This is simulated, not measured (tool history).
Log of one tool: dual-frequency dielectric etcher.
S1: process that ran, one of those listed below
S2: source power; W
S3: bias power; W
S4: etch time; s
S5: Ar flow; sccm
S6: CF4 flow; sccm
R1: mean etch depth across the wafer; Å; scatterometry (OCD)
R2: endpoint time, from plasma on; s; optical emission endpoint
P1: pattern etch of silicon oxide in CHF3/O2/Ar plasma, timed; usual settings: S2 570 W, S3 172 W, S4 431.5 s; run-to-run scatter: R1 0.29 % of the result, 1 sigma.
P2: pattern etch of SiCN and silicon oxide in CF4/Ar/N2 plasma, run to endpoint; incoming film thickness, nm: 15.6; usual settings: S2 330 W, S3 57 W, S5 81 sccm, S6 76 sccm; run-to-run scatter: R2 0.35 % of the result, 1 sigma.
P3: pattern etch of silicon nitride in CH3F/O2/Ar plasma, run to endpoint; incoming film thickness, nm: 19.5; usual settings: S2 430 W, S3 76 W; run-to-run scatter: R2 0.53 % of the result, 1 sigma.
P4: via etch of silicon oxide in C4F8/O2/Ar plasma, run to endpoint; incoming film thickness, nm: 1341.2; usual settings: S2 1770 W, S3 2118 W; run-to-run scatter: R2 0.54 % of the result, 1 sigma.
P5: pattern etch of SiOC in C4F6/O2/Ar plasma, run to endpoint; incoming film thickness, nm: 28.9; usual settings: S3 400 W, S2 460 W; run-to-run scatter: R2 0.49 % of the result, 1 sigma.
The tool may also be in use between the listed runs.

Run 1, hour 4.0: S1 P1, S2 570 W, S3 172 W, S4 431.5 s. Result: R1 8308.5 Å.
Run 2, hour 10.5: S1 P1, S2 660 W, S3 218 W, S4 431.5 s. Result: R1 9545.7 Å.
Run 3, hour 17.1: S1 P1, S2 570 W, S3 172 W, S4 431.5 s. Result: R1 8285.5 Å.
Run 4, hour 22.1: S1 P2, S2 330 W, S3 57 W, S5 81 sccm, S6 108 sccm. Result: R2 24.1390 s.
Run 5, hour 28.2: S1 P2, S2 330 W, S3 80 W, S5 81 sccm, S6 76 sccm. Result: R2 22.6570 s.
Run 6, hour 33.1: S1 P1, S2 570 W, S3 172 W, S4 612.5 s. Result: R1 11772.0 Å.
Run 7, hour 37.4: S1 P1, S2 570 W, S3 172 W, S4 431.5 s. Result: R1 8361.1 Å.
Run 8, hour 44.4: S1 P1, S2 700 W, S3 172 W, S4 431.5 s. Result: R1 8972.7 Å.
Run 9, hour 51.4: S1 P1, S2 570 W, S3 172 W, S4 237.5 s. Result: R1 4568.8 Å.
Run 10, hour 58.1: S1 P1, S2 380 W, S3 172 W, S4 431.5 s. Result: R1 7146.2 Å.
Run 11, hour 64.6: S1 P1, S2 570 W, S3 172 W, S4 431.5 s. Result: R1 8299.9 Å.
Run 12, hour 68.6: S1 P3, S2 430 W, S3 76 W. Result: R2 26.5670 s.
Run 13, hour 74.4: S1 P2, S2 330 W, S3 57 W, S5 81 sccm, S6 76 sccm. Result: R2 25.4110 s.
Run 14, hour 81.0: S1 P3, S2 430 W, S3 50 W. Result: R2 30.0570 s.
Run 15, hour 84.7: S1 P4, S2 1770 W, S3 2118 W. Result: R2 276.7300 s.
Run 16, hour 91.2: S1 P1, S2 570 W, S3 244 W, S4 431.5 s. Result: R1 9370.1 Å.
Run 17, hour 94.6: S1 P4, S2 2510 W, S3 2118 W. Result: R2 241.6500 s.
Run 18, hour 97.9: S1 P2, S2 210 W, S3 57 W, S5 81 sccm, S6 76 sccm. Result: R2 37.6040 s.
Run 19, hour 103.8: S1 P1, S2 570 W, S3 172 W, S4 431.5 s. Result: R1 8293.4 Å.
Run 20, hour 110.3: S1 P5, S2 460 W, S3 549 W. Result: R2 9.0667 s.
Run 21, hour 113.7: S1 P3, S2 260 W, S3 76 W. Result: R2 31.9830 s.
Run 22, hour 120.3: S1 P5, S2 320 W, S3 400 W. Result: R2 11.6180 s.
Run 23, hour 126.2: S1 P1, S2 570 W, S3 172 W, S4 431.5 s. Result: R1 8346.8 Å.
Run 24, hour 131.2: S1 P2, S2 330 W, S3 57 W, S5 64 sccm, S6 76 sccm. Result: R2 24.4380 s.
Run 25, hour 137.7: S1 P1, S2 570 W, S3 129 W, S4 431.5 s. Result: R1 7554.0 Å.
Run 26, hour 141.5: S1 P5, S2 460 W, S3 400 W. Result: R2 10.1550 s.
Run 27, hour 147.6: S1 P4, S2 1770 W, S3 2118 W. Result: R2 279.0000 s.
Run 28, hour 154.7: S1 P4, S2 1770 W, S3 1262 W. Result: R2 324.5600 s.
Run 29, hour 161.4: S1 P1, S2 570 W, S3 172 W, S4 431.5 s. Result: R1 8330.0 Å.
Run 30, hour 167.0: S1 P1, S2 570 W, S3 172 W, S4 431.5 s. Result: R1 8250.2 Å.
Run 31, hour 172.0: S1 P1, S2 570 W, S3 172 W, S4 431.5 s. Result: R1 8216.5 Å.
At hour 176.3: wet clean of the chamber.
Run 32, hour 178.9: S1 P1, S2 570 W, S3 172 W, S4 431.5 s. Result: R1 8185.3 Å.
Run 33, hour 183.3: S1 P1, S2 570 W, S3 172 W, S4 431.5 s. Result: R1 8185.2 Å.
Run 34, hour 187.0: S1 P1, S2 570 W, S3 172 W, S4 431.5 s. Result: R1 8205.5 Å.
Run 35, hour 192.3: S1 P1, S2 570 W, S3 172 W, S4 431.5 s. Result: R1 8211.4 Å.
Run 36, hour 197.8: S1 P1, S2 570 W, S3 172 W, S4 431.5 s. Result: R1 8182.7 Å.
Run 37, hour 203.0: S1 P1, S2 570 W, S3 172 W, S4 431.5 s. Result: R1 8192.7 Å.

What P1 gives has crept away from where it was. These 2 causes fit the log equally well, each at the size given:
A: source power that arrives under what is set, % = 4.26
B: bias power that arrives under what is set, % = 4.88
The creep began at about hour 161.4.
Why every other cause is out:
chamber walls in a state that lowers the etch rate, %: serviced at hour 176.3, which brought nothing back

4 check runs are offered, each on 2 wafers whose results are averaged, their results left as question marks. Which one tells the causes apart?
Run check 1, hour 208.2: S1 P5, S2 320 W, S3 400 W. Result: R2 ?.
Run check 2, hour 208.2: S1 P3, S2 430 W, S3 63 W. Result: R2 ?.
Run check 3, hour 208.2: S1 P4, S2 2400 W, S3 1638 W. Result: R2 ?.
Run check 4, hour 208.2: S1 P2, S2 230 W, S3 75 W, S5 81 sccm, S6 76 sccm. Result: R2 ?.

What each check would give under each cause:
  check  result      if A      if B
check 1      R2   11.8270   11.8520
check 2      R2   28.4200   28.4120
check 3      R2  268.4900  267.3500
check 4      R2   33.0380   32.3430
How far apart the two closest causes lie, in the result that separates them most: check 1 0.21 %; check 2 0.03 %; check 3 0.43 %; check 4 2.13 %
Check 4 tells the causes apart: in the others they would give nearly the same result.

Then check 4 was run and gave: R2 32.2310 s. Which cause is it?

It is B: bias power that arrives under what is set, %.
